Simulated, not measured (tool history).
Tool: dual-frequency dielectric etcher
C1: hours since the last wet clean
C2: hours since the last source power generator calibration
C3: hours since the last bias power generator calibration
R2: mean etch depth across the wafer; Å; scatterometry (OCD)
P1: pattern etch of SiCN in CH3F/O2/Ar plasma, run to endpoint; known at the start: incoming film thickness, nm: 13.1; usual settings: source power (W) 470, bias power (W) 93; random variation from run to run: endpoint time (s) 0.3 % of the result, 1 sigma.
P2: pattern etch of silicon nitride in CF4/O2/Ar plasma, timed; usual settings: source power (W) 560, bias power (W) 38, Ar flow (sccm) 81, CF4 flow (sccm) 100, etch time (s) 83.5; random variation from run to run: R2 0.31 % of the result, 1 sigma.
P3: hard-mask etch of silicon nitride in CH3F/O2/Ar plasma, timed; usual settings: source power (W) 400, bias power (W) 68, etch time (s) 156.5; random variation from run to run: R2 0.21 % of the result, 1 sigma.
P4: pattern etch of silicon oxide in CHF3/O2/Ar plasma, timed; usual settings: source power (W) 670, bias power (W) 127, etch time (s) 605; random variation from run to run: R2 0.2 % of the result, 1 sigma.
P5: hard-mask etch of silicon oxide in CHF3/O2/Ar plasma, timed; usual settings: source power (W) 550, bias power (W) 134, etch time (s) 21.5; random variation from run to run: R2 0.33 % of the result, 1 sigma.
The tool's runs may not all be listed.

run 1 hour=7.6 | process_that_ran=P1 source_power_(W)=470 bias_power_(W)=93 | C1=393.9 C2=2257 C3=1231.4 | endpoint_time_(s)=30.684
run 2 hour=19.9 | process_that_ran=P3 source_power_(W)=400 bias_power_(W)=68 etch_time_(s)=215 | C1=406.2 C2=2269.3 C3=1243.7 | R2=1461.7
run 3 hour=30.2 | process_that_ran=P2 source_power_(W)=560 bias_power_(W)=38 etch_time_(s)=83.5 Ar_flow_(sccm)=81 CF4_flow_(sccm)=66 | C1=416.5 C2=2279.6 C3=1254 | R2=1527
run 4 hour=40 | process_that_ran=P1 source_power_(W)=470 bias_power_(W)=93 | C1=426.3 C2=2289.4 C3=1263.8 | endpoint_time_(s)=30.623
run 5 hour=52 | process_that_ran=P4 source_power_(W)=670 bias_power_(W)=127 etch_time_(s)=339.5 | C1=438.3 C2=2301.4 C3=1275.8 | R2=6183.7
run 6 hour=59 | process_that_ran=P3 source_power_(W)=400 bias_power_(W)=42 etch_time_(s)=156.5 | C1=445.3 C2=2308.4 C3=1282.8 | R2=906.89
run 7 hour=73.6 | process_that_ran=P1 source_power_(W)=270 bias_power_(W)=93 | C1=459.9 C2=2323 C3=1297.4 | endpoint_time_(s)=37.66
run 8 hour=86.2 | process_that_ran=P1 source_power_(W)=470 bias_power_(W)=93 | C1=472.5 C2=2335.6 C3=1310 | endpoint_time_(s)=30.651
run 9 hour=98.1 | process_that_ran=P1 source_power_(W)=470 bias_power_(W)=93 | C1=484.4 C2=2347.5 C3=1321.9 | endpoint_time_(s)=30.468
run 10 hour=113.5 | process_that_ran=P5 source_power_(W)=330 bias_power_(W)=134 etch_time_(s)=21.5 | C1=499.8 C2=2362.9 C3=1337.3 | R2=307.37
run 11 hour=125.9 | process_that_ran=P4 source_power_(W)=670 bias_power_(W)=127 etch_time_(s)=605 | C1=512.2 C2=2375.3 C3=1349.7 | R2=10984
run 12 hour=137.2 | process_that_ran=P1 source_power_(W)=300 bias_power_(W)=66 | C1=523.5 C2=2386.6 C3=1361 | endpoint_time_(s)=41.03
run 13 hour=144.6 | process_that_ran=P3 source_power_(W)=400 bias_power_(W)=68 etch_time_(s)=156.5 | C1=530.9 C2=2394 C3=1368.4 | R2=1060.6
run 14 hour=153.3 | process_that_ran=P3 source_power_(W)=490 bias_power_(W)=68 etch_time_(s)=156.5 | C1=539.6 C2=2402.7 C3=1377.1 | R2=1142.9
run 15 hour=168.8 | process_that_ran=P1 source_power_(W)=470 bias_power_(W)=55 | C1=555.1 C2=2418.2 C3=1392.6 | endpoint_time_(s)=36.766
run 16 hour=183.3 | process_that_ran=P2 source_power_(W)=560 bias_power_(W)=50 etch_time_(s)=83.5 Ar_flow_(sccm)=81 CF4_flow_(sccm)=100 | C1=569.6 C2=2432.7 C3=1407.1 | R2=1781.9
run 17 hour=194 | process_that_ran=P2 source_power_(W)=560 bias_power_(W)=38 etch_time_(s)=83.5 Ar_flow_(sccm)=81 CF4_flow_(sccm)=100 | C1=580.3 C2=2443.4 C3=1417.8 | R2=1622.9
run 18 hour=209.2 | process_that_ran=P1 source_power_(W)=470 bias_power_(W)=93 | C1=595.5 C2=2458.6 C3=1433 | endpoint_time_(s)=30.735
run 19 hour=223.9 | process_that_ran=P1 source_power_(W)=470 bias_power_(W)=93 | C1=610.2 C2=2473.3 C3=1447.7 | endpoint_time_(s)=30.553
run 20 hour=235.4 | process_that_ran=P1 source_power_(W)=570 bias_power_(W)=72 | C1=621.7 C2=2484.8 C3=1459.2 | endpoint_time_(s)=31.413
run 21 hour=250.1 | process_that_ran=P4 source_power_(W)=810 bias_power_(W)=127 etch_time_(s)=605 | C1=636.4 C2=2499.5 C3=1473.9 | R2=11937
run 22 hour=258.4 | process_that_ran=P5 source_power_(W)=550 bias_power_(W)=169 etch_time_(s)=21.5 | C1=644.7 C2=2507.8 C3=1482.2 | R2=400.47
run 23 hour=272 | process_that_ran=P5 source_power_(W)=550 bias_power_(W)=134 etch_time_(s)=12.5 | C1=658.3 C2=2521.4 C3=1495.8 | R2=216.29
run 24 hour=280.8 | process_that_ran=P4 source_power_(W)=670 bias_power_(W)=171 etch_time_(s)=605 | C1=667.1 C2=2530.2 C3=1504.6 | R2=12154
run 25 hour=295.5 | process_that_ran=P2 source_power_(W)=560 bias_power_(W)=38 etch_time_(s)=83.5 Ar_flow_(sccm)=113 CF4_flow_(sccm)=100 | C1=681.8 C2=2544.9 C3=1519.3 | R2=1551.6
run 26 hour=309.8 | process_that_ran=P2 source_power_(W)=370 bias_power_(W)=38 etch_time_(s)=83.5 Ar_flow_(sccm)=81 CF4_flow_(sccm)=100 | C1=696.1 C2=2559.2 C3=1533.6 | R2=1121
run 27 hour=320.9 | process_that_ran=P3 source_power_(W)=400 bias_power_(W)=68 etch_time_(s)=156.5 | C1=707.2 C2=2570.3 C3=1544.7 | R2=1060.1
run 28 hour=335.7 | process_that_ran=P5 source_power_(W)=550 bias_power_(W)=134 etch_time_(s)=21.5 | C1=722 C2=2585.1 C3=1559.5 | R2=373.36
run 29 hour=345.1 | process_that_ran=P1 source_power_(W)=610 bias_power_(W)=93 | C1=731.4 C2=2594.5 C3=1568.9 | endpoint_time_(s)=27.735
run 30 hour=358.7 | process_that_ran=P1 source_power_(W)=470 bias_power_(W)=111 | C1=745 C2=2608.1 C3=1582.5 | endpoint_time_(s)=28.886
run 31 hour=368.9 | process_that_ran=P2 source_power_(W)=560 bias_power_(W)=38 etch_time_(s)=112.5 Ar_flow_(sccm)=81 CF4_flow_(sccm)=100 | C1=755.2 C2=2618.3 C3=1592.7 | R2=2188
run 32 hour=378.2 | process_that_ran=P1 source_power_(W)=470 bias_power_(W)=93 | C1=764.5 C2=2627.6 C3=1602 | endpoint_time_(s)=30.784
run 33 hour=389.5 | process_that_ran=P1 source_power_(W)=470 bias_power_(W)=93 | C1=775.8 C2=2638.9 C3=1613.3 | endpoint_time_(s)=30.445
run 34 hour=399.9 | process_that_ran=P1 source_power_(W)=470 bias_power_(W)=93 | C1=786.2 C2=2649.3 C3=1623.7 | endpoint_time_(s)=30.346
run 35 hour=410.2 | process_that_ran=P1 source_power_(W)=470 bias_power_(W)=93 | C1=796.5 C2=2659.6 C3=1634 | endpoint_time_(s)=30.33
run 36 hour=417.6 | process_that_ran=P1 source_power_(W)=470 bias_power_(W)=93 | C1=803.9 C2=2667 C3=1641.4 | endpoint_time_(s)=30.244
-- hour=418.9 wet clean of the chamber
run 37 hour=433 | process_that_ran=P1 source_power_(W)=470 bias_power_(W)=93 | C1=14.1 C2=2682.4 C3=1656.8 | endpoint_time_(s)=30.264
run 38 hour=445.4 | process_that_ran=P1 source_power_(W)=470 bias_power_(W)=93 | C1=26.5 C2=2694.8 C3=1669.2 | endpoint_time_(s)=30.266
run 39 hour=460.3 | process_that_ran=P1 source_power_(W)=470 bias_power_(W)=93 | C1=41.4 C2=2709.7 C3=1684.1 | endpoint_time_(s)=30.26

What P1 gives has crept away from where it was. These 2 causes fit the log equally well, each at the size given:
A: source power that arrives over what is set, % = 4.22
B: bias power that arrives over what is set, % = 4.24
The creep began at about hour 378.2.
Why every other cause is out:
chamber walls in a state that raises the etch rate, %: serviced at hour 418.9, which brought nothing back

4 check runs are offered, one wafer each, their results left as question marks. Which one tells the causes apart?
run check 1 hour=475.2 | process_that_ran=P4 source_power_(W)=670 bias_power_(W)=127 etch_time_(s)=605 | R2=?
run check 2 hour=475.2 | process_that_ran=P3 source_power_(W)=400 bias_power_(W)=68 etch_time_(s)=156.5 | R2=?
run check 3 hour=475.2 | process_that_ran=P5 source_power_(W)=550 bias_power_(W)=134 etch_time_(s)=21.5 | R2=?
run check 4 hour=475.2 | process_that_ran=P2 source_power_(W)=560 bias_power_(W)=38 etch_time_(s)=83.5 Ar_flow_(sccm)=81 CF4_flow_(sccm)=100 | R2=?

What each check would give under each cause:
check=check_1 result=R2 if_A=11228 if_B=11191
check=check_2 result=R2 if_A=1077.1 if_B=1075.4
check=check_3 result=R2 if_A=378.95 if_B=377.88
check=check_4 result=R2 if_A=1681.2 if_B=1644
How far apart the two closest causes lie, in the result that separates them most: check 1 0.33 %; check 2 0.16 %; check 3 0.28 %; check 4 2.24 %
Check 4 tells the causes apart: in the others they would give nearly the same result.

Then check 4 was run and gave: R2 1643.1 Å. Which cause is it?

It is B: bias power that arrives over what is set, %.
